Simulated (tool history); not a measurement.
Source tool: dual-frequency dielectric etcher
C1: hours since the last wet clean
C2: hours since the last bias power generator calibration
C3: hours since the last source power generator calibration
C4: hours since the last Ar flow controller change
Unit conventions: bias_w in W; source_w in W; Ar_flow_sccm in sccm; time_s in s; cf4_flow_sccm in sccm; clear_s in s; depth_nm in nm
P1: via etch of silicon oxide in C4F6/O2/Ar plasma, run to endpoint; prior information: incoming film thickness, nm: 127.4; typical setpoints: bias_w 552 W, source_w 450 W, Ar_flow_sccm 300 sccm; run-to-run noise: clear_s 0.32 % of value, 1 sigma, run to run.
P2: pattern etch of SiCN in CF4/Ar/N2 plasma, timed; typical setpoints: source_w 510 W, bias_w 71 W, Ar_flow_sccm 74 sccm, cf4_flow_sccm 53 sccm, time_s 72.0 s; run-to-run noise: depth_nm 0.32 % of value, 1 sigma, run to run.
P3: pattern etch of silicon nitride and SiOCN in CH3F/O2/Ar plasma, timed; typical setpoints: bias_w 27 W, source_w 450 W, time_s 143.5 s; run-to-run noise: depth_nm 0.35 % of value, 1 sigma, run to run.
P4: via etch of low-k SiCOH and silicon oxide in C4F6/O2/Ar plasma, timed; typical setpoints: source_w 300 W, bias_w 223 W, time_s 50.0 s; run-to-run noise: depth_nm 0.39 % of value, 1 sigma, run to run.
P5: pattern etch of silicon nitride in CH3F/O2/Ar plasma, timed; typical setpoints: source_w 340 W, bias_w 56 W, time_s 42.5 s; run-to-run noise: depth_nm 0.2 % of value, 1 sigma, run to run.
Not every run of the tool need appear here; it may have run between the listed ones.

run 1 hour=11.8 | process=P1 bias_w=552 source_w=450 Ar_flow_sccm=300 | C1=91.7 C2=789.4 C3=1310.7 C4=1628.0 | clear_s=25.162
run 2 hour=17.8 | process=P1 bias_w=552 source_w=450 Ar_flow_sccm=300 | C1=97.7 C2=795.4 C3=1316.7 C4=1634.0 | clear_s=25.028
run 3 hour=26.0 | process=P5 bias_w=56 source_w=340 time_s=42.5 | C1=105.9 C2=803.6 C3=1324.9 C4=1642.2 | depth_nm=25.699
run 4 hour=34.3 | process=P2 bias_w=71 source_w=510 Ar_flow_sccm=58 time_s=72.0 cf4_flow_sccm=53 | C1=114.2 C2=811.9 C3=1333.2 C4=1650.5 | depth_nm=73.105
run 5 hour=42.4 | process=P3 bias_w=27 source_w=450 time_s=143.5 | C1=122.3 C2=820.0 C3=1341.3 C4=1658.6 | depth_nm=22.986
run 6 hour=51.5 | process=P1 bias_w=708 source_w=450 Ar_flow_sccm=300 | C1=131.4 C2=829.1 C3=1350.4 C4=1667.7 | clear_s=22.905
run 7 hour=57.1 | process=P1 bias_w=552 source_w=330 Ar_flow_sccm=300 | C1=137.0 C2=834.7 C3=1356.0 C4=1673.3 | clear_s=28.256
run 8 hour=64.9 | process=P3 bias_w=19 source_w=450 time_s=143.5 | C1=144.8 C2=842.5 C3=1363.8 C4=1681.1 | depth_nm=19.543
run 9 hour=76.9 | process=P1 bias_w=552 source_w=450 Ar_flow_sccm=300 | C1=156.8 C2=854.5 C3=1375.8 C4=1693.1 | clear_s=25.264
run 10 hour=88.1 | process=P1 bias_w=552 source_w=450 Ar_flow_sccm=189 | C1=168.0 C2=865.7 C3=1387.0 C4=1704.3 | clear_s=23.790
-- hour=96.8 bias power generator calibrated
run 11 hour=99.7 | process=P2 bias_w=91 source_w=510 Ar_flow_sccm=74 time_s=72.0 cf4_flow_sccm=53 | C1=179.6 C2=2.9 C3=1398.6 C4=1715.9 | depth_nm=77.085
run 12 hour=110.2 | process=P3 bias_w=27 source_w=320 time_s=143.5 | C1=190.1 C2=13.4 C3=1409.1 C4=1726.4 | depth_nm=20.349
run 13 hour=121.5 | process=P1 bias_w=552 source_w=450 Ar_flow_sccm=300 | C1=201.4 C2=24.7 C3=1420.4 C4=1737.7 | clear_s=25.179
run 14 hour=129.0 | process=P2 bias_w=71 source_w=300 Ar_flow_sccm=74 time_s=72.0 cf4_flow_sccm=53 | C1=208.9 C2=32.2 C3=1427.9 C4=1745.2 | depth_nm=44.296
run 15 hour=137.5 | process=P2 bias_w=71 source_w=510 Ar_flow_sccm=74 time_s=72.0 cf4_flow_sccm=53 | C1=217.4 C2=40.7 C3=1436.4 C4=1753.7 | depth_nm=70.691
run 16 hour=145.0 | process=P1 bias_w=644 source_w=450 Ar_flow_sccm=412 | C1=224.9 C2=48.2 C3=1443.9 C4=1761.2 | clear_s=24.447
run 17 hour=155.5 | process=P4 bias_w=266 source_w=300 time_s=50.0 | C1=235.4 C2=58.7 C3=1454.4 C4=1771.7 | depth_nm=140.890
run 18 hour=162.1 | process=P4 bias_w=223 source_w=200 time_s=50.0 | C1=242.0 C2=65.3 C3=1461.0 C4=1778.3 | depth_nm=112.950
run 19 hour=172.4 | process=P1 bias_w=431 source_w=450 Ar_flow_sccm=300 | C1=252.3 C2=75.6 C3=1471.3 C4=1788.6 | clear_s=27.554
run 20 hour=183.3 | process=P2 bias_w=71 source_w=510 Ar_flow_sccm=74 time_s=104.0 cf4_flow_sccm=53 | C1=263.2 C2=86.5 C3=1482.2 C4=1799.5 | depth_nm=102.500
run 21 hour=192.1 | process=P4 bias_w=223 source_w=300 time_s=35.0 | C1=272.0 C2=95.3 C3=1491.0 C4=1808.3 | depth_nm=92.562
run 22 hour=197.9 | process=P1 bias_w=432 source_w=310 Ar_flow_sccm=300 | C1=277.8 C2=101.1 C3=1496.8 C4=1814.1 | clear_s=31.599
run 23 hour=205.8 | process=P1 bias_w=552 source_w=450 Ar_flow_sccm=415 | C1=285.7 C2=109.0 C3=1504.7 C4=1822.0 | clear_s=25.990
run 24 hour=211.6 | process=P2 bias_w=71 source_w=510 Ar_flow_sccm=74 time_s=72.0 cf4_flow_sccm=75 | C1=291.5 C2=114.8 C3=1510.5 C4=1827.8 | depth_nm=74.174
run 25 hour=221.3 | process=P3 bias_w=27 source_w=450 time_s=143.5 | C1=301.2 C2=124.5 C3=1520.2 C4=1837.5 | depth_nm=22.788
run 26 hour=232.7 | process=P5 bias_w=56 source_w=340 time_s=42.5 | C1=312.6 C2=135.9 C3=1531.6 C4=1848.9 | depth_nm=25.642
-- hour=238.8 Ar flow controller replaced
run 27 hour=243.3 | process=P5 bias_w=56 source_w=420 time_s=42.5 | C1=323.2 C2=146.5 C3=1542.2 C4=4.5 | depth_nm=27.979
run 28 hour=252.4 | process=P1 bias_w=552 source_w=450 Ar_flow_sccm=300 | C1=332.3 C2=155.6 C3=1551.3 C4=13.6 | clear_s=25.063
run 29 hour=260.4 | process=P4 bias_w=223 source_w=300 time_s=50.0 | C1=340.3 C2=163.6 C3=1559.3 C4=21.6 | depth_nm=130.850
run 30 hour=269.5 | process=P5 bias_w=56 source_w=340 time_s=26.5 | C1=349.4 C2=172.7 C3=1568.4 C4=30.7 | depth_nm=16.030
run 31 hour=275.2 | process=P1 bias_w=552 source_w=560 Ar_flow_sccm=300 | C1=355.1 C2=178.4 C3=1574.1 C4=36.4 | clear_s=23.203
run 32 hour=284.6 | process=P5 bias_w=73 source_w=340 time_s=42.5 | C1=364.5 C2=187.8 C3=1583.5 C4=45.8 | depth_nm=28.209
run 33 hour=294.7 | process=P1 bias_w=369 source_w=550 Ar_flow_sccm=300 | C1=374.6 C2=197.9 C3=1593.6 C4=55.9 | clear_s=27.104
run 34 hour=304.6 | process=P3 bias_w=27 source_w=450 time_s=79.0 | C1=384.5 C2=207.8 C3=1603.5 C4=65.8 | depth_nm=12.576
run 35 hour=314.6 | process=P1 bias_w=552 source_w=450 Ar_flow_sccm=300 | C1=394.5 C2=217.8 C3=1613.5 C4=75.8 | clear_s=25.232
run 36 hour=324.5 | process=P1 bias_w=552 source_w=450 Ar_flow_sccm=300 | C1=404.4 C2=227.7 C3=1623.4 C4=85.7 | clear_s=25.423
-- hour=332.7 Ar flow controller replaced
run 37 hour=336.5 | process=P1 bias_w=552 source_w=450 Ar_flow_sccm=300 | C1=416.4 C2=239.7 C3=1635.4 C4=3.8 | clear_s=25.577
run 38 hour=341.8 | process=P1 bias_w=552 source_w=450 Ar_flow_sccm=300 | C1=421.7 C2=245.0 C3=1640.7 C4=9.1 | clear_s=25.698
-- hour=343.2 wet clean of the chamber
run 39 hour=350.1 | process=P1 bias_w=552 source_w=450 Ar_flow_sccm=300 | C1=7.0 C2=253.3 C3=1649.0 C4=17.4 | clear_s=25.390
run 40 hour=358.8 | process=P1 bias_w=552 source_w=450 Ar_flow_sccm=300 | C1=15.7 C2=262.0 C3=1657.7 C4=26.1 | clear_s=25.476
run 41 hour=364.7 | process=P1 bias_w=552 source_w=450 Ar_flow_sccm=300 | C1=21.6 C2=267.9 C3=1663.6 C4=32.0 | clear_s=25.532

What P1 gives has crept away from where it was. These 2 causes fit the log equally well, each at the size given:
A: source power that arrives under what is set, % = 4.24
B: bias power that arrives under what is set, % = 4.15
The process output started creeping at around hour 314.6.
Ruled out, with reasons:
chamber walls in a state that lowers the etch rate, %: work on it at hour 343.2, done after the drift set in, did not restore what the process gave before
Ar flow that arrives over what is set, %: work on it at hour 332.7, done after the drift set in, did not restore what the process gave before

Listed below are the offered check runs, one wafer per run, with question marks in place of results. For which of them would the causes give clearly different outcomes?
run check 1 hour=370.6 | process=P5 bias_w=56 source_w=340 time_s=42.5 | depth_nm=?
run check 2 hour=370.6 | process=P3 bias_w=27 source_w=450 time_s=143.5 | depth_nm=?
run check 3 hour=370.6 | process=P4 bias_w=223 source_w=300 time_s=50.0 | depth_nm=?
run check 4 hour=370.6 | process=P2 bias_w=71 source_w=510 Ar_flow_sccm=74 time_s=72.0 cf4_flow_sccm=53 | depth_nm=?

Check results expected under each cause:
check=check_1 result=depth_nm if_A=25.296 if_B=25.368
check=check_2 result=depth_nm if_A=22.505 if_B=22.403
check=check_3 result=depth_nm if_A=129.560 if_B=129.860
check=check_4 result=depth_nm if_A=68.182 if_B=69.819
Gap, in per cent, between the two causes that each check separates least, read from the result that separates them most: check 1 0.29 %; check 2 0.46 %; check 3 0.23 %; check 4 2.37 %
Only check 4 tells the causes apart: in the others they would give nearly the same result.

With check 4 done, the readings were: depth_nm 69.670 nm. Identify which of the listed causes applies.

B is the cause: bias power that arrives under what is set, %.

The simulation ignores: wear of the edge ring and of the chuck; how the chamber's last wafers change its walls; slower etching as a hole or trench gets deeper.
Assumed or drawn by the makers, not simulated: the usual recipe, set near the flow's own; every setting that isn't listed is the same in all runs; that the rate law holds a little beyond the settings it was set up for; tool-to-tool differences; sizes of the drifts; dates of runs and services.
